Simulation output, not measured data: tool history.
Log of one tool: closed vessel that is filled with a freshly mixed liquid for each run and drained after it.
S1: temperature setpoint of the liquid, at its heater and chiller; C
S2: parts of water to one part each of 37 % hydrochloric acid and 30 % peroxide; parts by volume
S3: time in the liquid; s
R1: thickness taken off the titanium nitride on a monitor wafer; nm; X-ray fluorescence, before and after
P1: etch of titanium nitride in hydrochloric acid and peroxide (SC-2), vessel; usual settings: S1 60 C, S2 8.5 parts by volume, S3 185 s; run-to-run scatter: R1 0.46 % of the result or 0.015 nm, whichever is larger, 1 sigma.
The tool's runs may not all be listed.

| run | hour | S1 | S2 | S3 | R1 |
|---|---|---|---|---|---|
| 1 | 4.5 | 60 | 8.5 | 185 | 17.1750 |
| 2 | 9.6 | 44 | 8.5 | 185 | 5.9962 |
| 3 | 12.5 | 60 | 14.5 | 275 | 16.2130 |
| 4 | 15.7 | 60 | 8.5 | 185 | 17.2320 |
| 5 | 20.6 | 72 | 8.5 | 185 | 35.6210 |
| 6 | 23.5 | 60 | 8.5 | 30 | 2.7769 |
| 7 | 26.7 | 60 | 8.5 | 185 | 17.3060 |
| 8 | 30.5 | 60 | 8.5 | 325 | 30.2740 |
| 9 | 33.3 | 60 | 15.0 | 185 | 10.6990 |
| 10 | 37.8 | 60 | 4.0 | 185 | 30.2140 |
| 11 | 41.7 | 60 | 8.5 | 185 | 17.1970 |
| 12 | 46.0 | 60 | 8.5 | 185 | 17.1680 |
| 13 | 49.6 | 60 | 8.5 | 185 | 17.8180 |
| 14 | 52.1 | 60 | 8.5 | 185 | 18.1140 |
| 15 | 56.2 | 60 | 8.5 | 185 | 18.4880 |
| 16 | 58.5 | 60 | 8.5 | 185 | 18.5080 |
| 17 | 61.8 | 60 | 8.5 | 185 | 18.7170 |

Forecast run 18:
| 18 | 66.8 | 60 | 8.5 | 185 | ? |

Run 18 gave R1 18.5680 nm.
